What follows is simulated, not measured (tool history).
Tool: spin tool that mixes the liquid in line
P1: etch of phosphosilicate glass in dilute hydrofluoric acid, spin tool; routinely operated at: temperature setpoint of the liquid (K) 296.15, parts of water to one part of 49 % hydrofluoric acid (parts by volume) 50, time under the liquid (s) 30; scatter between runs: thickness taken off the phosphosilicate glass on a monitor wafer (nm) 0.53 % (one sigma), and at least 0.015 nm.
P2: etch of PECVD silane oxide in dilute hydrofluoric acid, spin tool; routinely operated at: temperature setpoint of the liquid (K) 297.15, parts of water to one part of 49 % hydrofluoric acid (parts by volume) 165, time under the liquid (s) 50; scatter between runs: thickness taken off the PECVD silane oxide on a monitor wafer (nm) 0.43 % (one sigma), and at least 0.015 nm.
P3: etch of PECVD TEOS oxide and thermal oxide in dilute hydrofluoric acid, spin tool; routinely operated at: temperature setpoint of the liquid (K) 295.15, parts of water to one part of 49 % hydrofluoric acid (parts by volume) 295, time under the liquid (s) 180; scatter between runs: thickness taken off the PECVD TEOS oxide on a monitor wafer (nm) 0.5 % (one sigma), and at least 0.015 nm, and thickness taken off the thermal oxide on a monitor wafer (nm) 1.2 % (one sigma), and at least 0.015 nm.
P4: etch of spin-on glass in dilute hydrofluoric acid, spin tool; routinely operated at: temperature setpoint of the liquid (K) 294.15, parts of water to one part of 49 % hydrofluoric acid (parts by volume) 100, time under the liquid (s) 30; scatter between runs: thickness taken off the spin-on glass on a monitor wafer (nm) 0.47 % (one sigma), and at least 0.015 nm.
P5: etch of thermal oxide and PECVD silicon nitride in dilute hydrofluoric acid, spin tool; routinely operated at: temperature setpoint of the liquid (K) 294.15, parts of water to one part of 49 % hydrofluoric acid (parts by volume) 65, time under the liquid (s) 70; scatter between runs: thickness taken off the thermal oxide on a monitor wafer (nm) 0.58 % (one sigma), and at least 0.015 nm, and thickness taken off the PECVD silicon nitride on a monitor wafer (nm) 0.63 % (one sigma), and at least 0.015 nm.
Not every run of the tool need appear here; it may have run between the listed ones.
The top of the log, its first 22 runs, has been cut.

run     day  process that ran  temperature setpoint of the liquid (K)  parts of water to one part of 49 % hydrofluoric acid (parts by volume)  time under the liquid (s)  hours since the thermometer was replaced  hours since the hydrofluoric acid flow meter was replaced  thickness taken off the phosphosilicate glass on a monitor wafer (nm)  thickness taken off the thermal oxide on a monitor wafer (nm)  thickness taken off the PECVD silicon nitride on a monitor wafer (nm)  thickness taken off the spin-on glass on a monitor wafer (nm)  thickness taken off the PECVD TEOS oxide on a monitor wafer (nm)  thickness taken off the PECVD silane oxide on a monitor wafer (nm)
 23   9.612                P1                                  292.65                                                                      20                         30                                     165.4                                                     1812.3                                                                194.880
 24  10.062                P5                                  294.15                                                                      65                         70                                     176.2                                                     1823.1                                                                                                                                4.3332                                                                 4.1561
 25  10.529                P3                                  290.15                                                                     295                        180                                     187.4                                                     1834.3                                                                                                                                1.8265                                                                                                                                                                                                  3.7457
 26  11.038                P2                                  297.15                                                                     165                         50                                     199.6                                                     1846.5                                                                                                                                                                                                                                                                                                                                                                                                            6.3995
 27  11.529                P5                                  294.15                                                                      65                         70                                     211.4                                                     1858.3                                                                                                                                4.4142                                                                 4.0920
 28  11.792                P2                                  297.15                                                                     250                         50                                     217.7                                                     1864.6                                                                                                                                                                                                                                                                                                                                                                                                            3.8225
 29  12.388                P1                                  301.15                                                                      50                         30                                     232.0                                                     1878.9                                                                107.030
 30  12.867                P1                                  296.15                                                                      50                         30                                     243.5                                                     1890.4                                                                 87.763
 31  13.279                P2                                  292.15                                                                     165                         50                                     253.4                                                     1900.3                                                                                                                                                                                                                                                                                                                                                                                                            5.2214
 32  13.692                P5                                  294.15                                                                      65                         25                                     263.3                                                     1910.2                                                                                                                                1.5216                                                                 1.4869
 33  13.979                P1                                  296.15                                                                      70                         30                                     270.2                                                     1917.1                                                                 61.424
 34  14.358                P1                                  296.15                                                                      50                         30                                     279.3                                                     1926.2                                                                 87.730
 35  14.742                P1                                  296.15                                                                      50                         30                                     288.5                                                     1935.4                                                                 89.527
 36  15.117                P1                                  296.15                                                                      50                         30                                     297.5                                                     1944.4                                                                 91.086
 37  15.596                P1                                  296.15                                                                      50                         30                                     309.0                                                     1955.9                                                                 90.803
 38  16.162                P1                                  296.15                                                                      50                         30                                     322.6                                                     1969.5                                                                 91.524
 39  16.438                P1                                  296.15                                                                      50                         30                                     329.2                                                     1976.1                                                                 92.513
 40  17.004                P1                                  296.15                                                                      50                         30                                     342.8                                                     1989.7                                                                 92.442
 41  17.275                P1                                  296.15                                                                      50                         30                                     349.3                                                     1996.2                                                                 92.417
 42  17.771                P1                                  296.15                                                                      50                         30                                     361.2                                                     2008.1                                                                 93.099

Run 43 is up next; what results do you expect?
 43  18.042                P1                                  296.15                                                                      50                         30                                     367.7                                                     2014.6                                                                      ?

For run 43 the tool returned thickness taken off the phosphosilicate glass on a monitor wafer (nm) 93.036.

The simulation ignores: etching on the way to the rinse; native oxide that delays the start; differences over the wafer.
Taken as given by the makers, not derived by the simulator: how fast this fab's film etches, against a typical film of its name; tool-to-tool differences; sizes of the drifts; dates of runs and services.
